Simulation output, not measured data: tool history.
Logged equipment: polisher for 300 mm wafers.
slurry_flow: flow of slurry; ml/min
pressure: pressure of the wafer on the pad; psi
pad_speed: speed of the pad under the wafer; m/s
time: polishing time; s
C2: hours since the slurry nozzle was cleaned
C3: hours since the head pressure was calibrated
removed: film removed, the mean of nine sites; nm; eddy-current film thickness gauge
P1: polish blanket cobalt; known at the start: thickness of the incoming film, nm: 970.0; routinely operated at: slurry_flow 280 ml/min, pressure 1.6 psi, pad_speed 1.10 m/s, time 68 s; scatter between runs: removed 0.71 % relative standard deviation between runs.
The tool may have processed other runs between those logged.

Run 1, hour 14.5: slurry_flow 280 ml/min, pressure 1.6 psi, pad_speed 1.10 m/s, time 68 s; wafers polished on this pad 255; C2 194.0; C3 299.7. Result: removed 359.31 nm.
Run 2, hour 24.4: slurry_flow 280 ml/min, pressure 1.6 psi, pad_speed 1.10 m/s, time 105 s; wafers polished on this pad 325; C2 203.9; C3 309.6. Result: removed 557.69 nm.
Run 3, hour 39.6: slurry_flow 210 ml/min, pressure 1.6 psi, pad_speed 1.68 m/s, time 68 s; wafers polished on this pad 433; C2 219.1; C3 324.8. Result: removed 524.03 nm.
Run 4, hour 52.7: slurry_flow 280 ml/min, pressure 1.6 psi, pad_speed 1.10 m/s, time 36 s; wafers polished on this pad 527; C2 232.2; C3 337.9. Result: removed 190.15 nm.
Run 5, hour 60.2: slurry_flow 280 ml/min, pressure 2.5 psi, pad_speed 1.10 m/s, time 68 s; wafers polished on this pad 580; C2 239.7; C3 345.4. Result: removed 562.14 nm.
Run 6, hour 73.6: slurry_flow 280 ml/min, pressure 1.6 psi, pad_speed 1.10 m/s, time 68 s; wafers polished on this pad 675; C2 253.1; C3 358.8. Result: removed 362.44 nm.
Run 7, hour 84.0: slurry_flow 280 ml/min, pressure 1.6 psi, pad_speed 1.68 m/s, time 68 s; wafers polished on this pad 749; C2 263.5; C3 369.2. Result: removed 546.15 nm.
Run 8, hour 92.5: slurry_flow 280 ml/min, pressure 1.6 psi, pad_speed 1.10 m/s, time 68 s; wafers polished on this pad 810; C2 272.0; C3 377.7. Result: removed 359.71 nm.
Run 9, hour 104.1: slurry_flow 280 ml/min, pressure 1.6 psi, pad_speed 1.10 m/s, time 68 s; wafers polished on this pad 892; C2 283.6; C3 389.3. Result: removed 357.99 nm.
Run 10, hour 118.5: slurry_flow 280 ml/min, pressure 0.8 psi, pad_speed 1.10 m/s, time 68 s; wafers polished on this pad 994; C2 298.0; C3 403.7. Result: removed 179.13 nm.
Run 11, hour 126.3: slurry_flow 280 ml/min, pressure 1.6 psi, pad_speed 1.10 m/s, time 68 s; wafers polished on this pad 1050; C2 305.8; C3 411.5. Result: removed 352.96 nm.
At hour 128.7: worn pad replaced by a new one.
Run 12, hour 134.2: slurry_flow 280 ml/min, pressure 1.6 psi, pad_speed 1.10 m/s, time 68 s; wafers polished on this pad 39; C2 313.7; C3 419.4. Result: removed 357.98 nm.
Run 13, hour 150.1: slurry_flow 170 ml/min, pressure 1.6 psi, pad_speed 1.10 m/s, time 68 s; wafers polished on this pad 152; C2 329.6; C3 435.3. Result: removed 335.26 nm.
Run 14, hour 160.7: slurry_flow 170 ml/min, pressure 1.6 psi, pad_speed 1.10 m/s, time 85 s; wafers polished on this pad 228; C2 340.2; C3 445.9. Result: removed 427.74 nm.
Run 15, hour 172.0: slurry_flow 280 ml/min, pressure 1.6 psi, pad_speed 0.50 m/s, time 68 s; wafers polished on this pad 308; C2 351.5; C3 457.2. Result: removed 161.79 nm.
Run 16, hour 179.0: slurry_flow 280 ml/min, pressure 1.6 psi, pad_speed 1.10 m/s, time 68 s; wafers polished on this pad 358; C2 358.5; C3 464.2. Result: removed 356.24 nm.
Run 17, hour 192.2: slurry_flow 440 ml/min, pressure 1.6 psi, pad_speed 1.10 m/s, time 68 s; wafers polished on this pad 452; C2 371.7; C3 477.4. Result: removed 373.41 nm.
Run 18, hour 200.8: slurry_flow 280 ml/min, pressure 1.6 psi, pad_speed 1.10 m/s, time 68 s; wafers polished on this pad 513; C2 380.3; C3 486.0. Result: removed 356.95 nm.
Run 19, hour 215.9: slurry_flow 280 ml/min, pressure 1.6 psi, pad_speed 1.10 m/s, time 68 s; wafers polished on this pad 620; C2 395.4; C3 501.1. Result: removed 350.07 nm.
Run 20, hour 224.7: slurry_flow 280 ml/min, pressure 1.6 psi, pad_speed 1.10 m/s, time 68 s; wafers polished on this pad 683; C2 404.2; C3 509.9. Result: removed 349.32 nm.
At hour 232.1: worn pad replaced by a new one.
Run 21, hour 237.4: slurry_flow 280 ml/min, pressure 1.6 psi, pad_speed 1.10 m/s, time 68 s; wafers polished on this pad 38; C2 416.9; C3 522.6. Result: removed 345.73 nm.
Run 22, hour 253.1: slurry_flow 280 ml/min, pressure 1.6 psi, pad_speed 1.10 m/s, time 68 s; wafers polished on this pad 149; C2 432.6; C3 538.3. Result: removed 344.80 nm.
Run 23, hour 262.0: slurry_flow 280 ml/min, pressure 1.6 psi, pad_speed 1.10 m/s, time 68 s; wafers polished on this pad 213; C2 441.5; C3 547.2. Result: removed 345.65 nm.
Run 24, hour 271.4: slurry_flow 280 ml/min, pressure 1.6 psi, pad_speed 1.10 m/s, time 68 s; wafers polished on this pad 279; C2 450.9; C3 556.6. Result: removed 343.03 nm.
Run 25, hour 278.8: slurry_flow 280 ml/min, pressure 1.6 psi, pad_speed 1.10 m/s, time 68 s; wafers polished on this pad 332; C2 458.3; C3 564.0. Result: removed 345.23 nm.

Something has made what P1 gives creep away from where it was; the 2 causes below, each at its own stated size, fit the log equally well:
A: head's pressure below its setpoint, % = 4.15
B: slurry flow missing at the pad, % = 31
Creep in the process output first set in at about hour 200.8.
Every other cause this tool's parts could produce, and why it does not fit the log:
removal rate lost through wear of the pad, %: was serviced at hour 232.1, once the creep was under way, yet the earlier output never came back

You are offered 4 check runs, listed below with question marks in place of their results; each one averages 5 wafers. Which run separates the listed causes by giving clearly different results for each?
Run check 1, hour 286.2: slurry_flow 280 ml/min, pressure 2.3 psi, pad_speed 1.10 m/s, time 41 s. Result: removed ?.
Run check 2, hour 286.2: slurry_flow 280 ml/min, pressure 1.6 psi, pad_speed 0.52 m/s, time 68 s. Result: removed ?.
Run check 3, hour 286.2: slurry_flow 170 ml/min, pressure 2.2 psi, pad_speed 1.10 m/s, time 68 s. Result: removed ?.
Run check 4, hour 286.2: slurry_flow 280 ml/min, pressure 2.4 psi, pad_speed 1.10 m/s, time 105 s. Result: removed ?.

Outcome of each check run for each possible cause:
  check   result    if A    if B
check 1  removed  298.77  298.78
check 2  removed  162.95  162.96
check 3  removed  446.03  434.96
check 4  removed  798.41  798.43
Separation of the two closest causes in each check, using whichever result separates them best: check 1 0 %; check 2 0 %; check 3 2.51 %; check 4 0 %
Of the check runs offered, only check 3 discriminates between the causes; the rest would read about the same regardless of which cause applies.

Check 3 was then run and gave: removed 433.01 nm. Which cause is it?

It is B: slurry flow missing at the pad, %.
